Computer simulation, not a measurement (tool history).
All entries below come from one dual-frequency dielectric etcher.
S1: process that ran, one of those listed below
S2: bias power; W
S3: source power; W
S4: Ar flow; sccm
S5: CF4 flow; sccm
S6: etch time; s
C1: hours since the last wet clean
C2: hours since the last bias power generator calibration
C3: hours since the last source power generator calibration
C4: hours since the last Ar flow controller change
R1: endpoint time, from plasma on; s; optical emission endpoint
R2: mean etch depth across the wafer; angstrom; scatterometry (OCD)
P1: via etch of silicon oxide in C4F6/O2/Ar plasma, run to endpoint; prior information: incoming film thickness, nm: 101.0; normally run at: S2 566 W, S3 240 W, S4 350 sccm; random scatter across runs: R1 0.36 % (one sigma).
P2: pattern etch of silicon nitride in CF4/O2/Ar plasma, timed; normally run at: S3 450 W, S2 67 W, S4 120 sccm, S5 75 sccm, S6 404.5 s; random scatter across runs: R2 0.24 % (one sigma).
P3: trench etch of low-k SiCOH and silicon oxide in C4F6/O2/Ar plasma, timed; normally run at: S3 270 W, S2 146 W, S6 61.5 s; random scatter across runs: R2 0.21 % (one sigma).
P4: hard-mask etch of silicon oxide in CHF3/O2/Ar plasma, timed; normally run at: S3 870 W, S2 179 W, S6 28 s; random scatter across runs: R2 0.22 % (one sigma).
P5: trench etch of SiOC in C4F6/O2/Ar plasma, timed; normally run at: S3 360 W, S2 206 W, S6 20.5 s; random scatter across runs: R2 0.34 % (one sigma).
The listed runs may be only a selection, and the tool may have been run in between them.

| run | hour | S1 | S2 | S3 | S4 | S5 | S6 | C1 | C2 | C3 | C4 | R1 | R2 |
|---|---|---|---|---|---|---|---|---|---|---|---|---|---|
| 1 | 11.8 | P1 | 566 | 240 | 350 |  |  | 263.7 | 1287.4 | 1722 | 500.3 | 25.744 |  |
| 2 | 26.7 | P2 | 92 | 450 | 120 | 75 | 404.5 | 278.6 | 1302.3 | 1736.9 | 515.2 |  | 8294.1 |
| 3 | 34.7 | P3 | 175 | 270 |  |  | 61.5 | 286.6 | 1310.3 | 1744.9 | 523.2 |  | 1706.2 |
| 4 | 49.9 | P4 | 241 | 870 |  |  | 28 | 301.8 | 1325.5 | 1760.1 | 538.4 |  | 688.5 |
| 5 | 65.1 | P5 | 206 | 360 |  |  | 11.5 | 317 | 1340.7 | 1775.3 | 553.6 |  | 243.76 |
| 6 | 75.2 | P1 | 566 | 180 | 350 |  |  | 327.1 | 1350.8 | 1785.4 | 563.7 | 28.433 |  |
| 7 | 82.1 | P4 | 179 | 870 |  |  | 28 | 334 | 1357.7 | 1792.3 | 570.6 |  | 622.22 |
| 8 | 90.2 | P1 | 566 | 240 | 350 |  |  | 342.1 | 1365.8 | 1800.4 | 578.7 | 25.623 |  |
| 9 | 97.1 | P4 | 179 | 520 |  |  | 28 | 349 | 1372.7 | 1807.3 | 585.6 |  | 508.98 |
|  | 106.3 | Ar flow controller replaced |
| 10 | 107.9 | P1 | 566 | 240 | 350 |  |  | 359.8 | 1383.5 | 1818.1 | 1.6 | 25.638 |  |
| 11 | 118.8 | P1 | 728 | 240 | 490 |  |  | 370.7 | 1394.4 | 1829 | 12.5 | 24.297 |  |
| 12 | 132 | P5 | 206 | 360 |  |  | 20.5 | 383.9 | 1407.6 | 1842.2 | 25.7 |  | 434.81 |
| 13 | 144.8 | P1 | 566 | 240 | 350 |  |  | 396.7 | 1420.4 | 1855 | 38.5 | 25.719 |  |
| 14 | 154.7 | P1 | 566 | 240 | 235 |  |  | 406.6 | 1430.3 | 1864.9 | 48.4 | 24.66 |  |
| 15 | 163.6 | P3 | 146 | 270 |  |  | 61.5 | 415.5 | 1439.2 | 1873.8 | 57.3 |  | 1614.2 |
| 16 | 176.9 | P2 | 67 | 450 | 120 | 55 | 404.5 | 428.8 | 1452.5 | 1887.1 | 70.6 |  | 6961 |
|  | 183.3 | bias power generator calibrated |
| 17 | 187 | P5 | 123 | 360 |  |  | 20.5 | 438.9 | 3.7 | 1897.2 | 80.7 |  | 371.14 |
| 18 | 195.7 | P4 | 179 | 870 |  |  | 15.5 | 447.6 | 12.4 | 1905.9 | 89.4 |  | 345.36 |
| 19 | 206.7 | P2 | 67 | 450 | 120 | 75 | 404.5 | 458.6 | 23.4 | 1916.9 | 100.4 |  | 7231.3 |
| 20 | 221.4 | P2 | 67 | 450 | 120 | 75 | 404.5 | 473.3 | 38.1 | 1931.6 | 115.1 |  | 7268.3 |
| 21 | 228.4 | P1 | 668 | 240 | 350 |  |  | 480.3 | 45.1 | 1938.6 | 122.1 | 24.104 |  |
| 22 | 241.7 | P1 | 566 | 240 | 350 |  |  | 493.6 | 58.4 | 1951.9 | 135.4 | 25.659 |  |
| 23 | 251.6 | P1 | 566 | 240 | 350 |  |  | 503.5 | 68.3 | 1961.8 | 145.3 | 25.738 |  |
| 24 | 263.8 | P1 | 566 | 310 | 350 |  |  | 515.7 | 80.5 | 1974 | 157.5 | 23.414 |  |
| 25 | 271.3 | P1 | 566 | 240 | 350 |  |  | 523.2 | 88 | 1981.5 | 165 | 25.814 |  |
| 26 | 285 | P2 | 67 | 450 | 94 | 75 | 404.5 | 536.9 | 101.7 | 1995.2 | 178.7 |  | 7445 |
| 27 | 296.7 | P1 | 383 | 240 | 350 |  |  | 548.6 | 113.4 | 2006.9 | 190.4 | 29.799 |  |
| 28 | 304.7 | P3 | 146 | 350 |  |  | 61.5 | 556.6 | 121.4 | 2014.9 | 198.4 |  | 1782.7 |
| 29 | 315.7 | P2 | 67 | 270 | 120 | 75 | 404.5 | 567.6 | 132.4 | 2025.9 | 209.4 |  | 4683.2 |
| 30 | 329.7 | P1 | 566 | 240 | 491 |  |  | 581.6 | 146.4 | 2039.9 | 223.4 | 26.7 |  |
| 31 | 339.9 | P5 | 206 | 470 |  |  | 20.5 | 591.8 | 156.6 | 2050.1 | 233.6 |  | 479.21 |
| 32 | 347.7 | P2 | 67 | 450 | 120 | 75 | 295 | 599.6 | 164.4 | 2057.9 | 241.4 |  | 5273.1 |
| 33 | 359 | P3 | 146 | 270 |  |  | 81.5 | 610.9 | 175.7 | 2069.2 | 252.7 |  | 2129.6 |
| 34 | 371.2 | P3 | 146 | 270 |  |  | 61.5 | 623.1 | 187.9 | 2081.4 | 264.9 |  | 1612 |
| 35 | 379.6 | P1 | 566 | 240 | 350 |  |  | 631.5 | 196.3 | 2089.8 | 273.3 | 25.87 |  |

What will run 36 give?
| 36 | 393 | P1 | 566 | 240 | 350 |  |  | 644.9 | 209.7 | 2103.2 | 286.7 | ? |  |

{"run 36": {"R1": 25.778}}

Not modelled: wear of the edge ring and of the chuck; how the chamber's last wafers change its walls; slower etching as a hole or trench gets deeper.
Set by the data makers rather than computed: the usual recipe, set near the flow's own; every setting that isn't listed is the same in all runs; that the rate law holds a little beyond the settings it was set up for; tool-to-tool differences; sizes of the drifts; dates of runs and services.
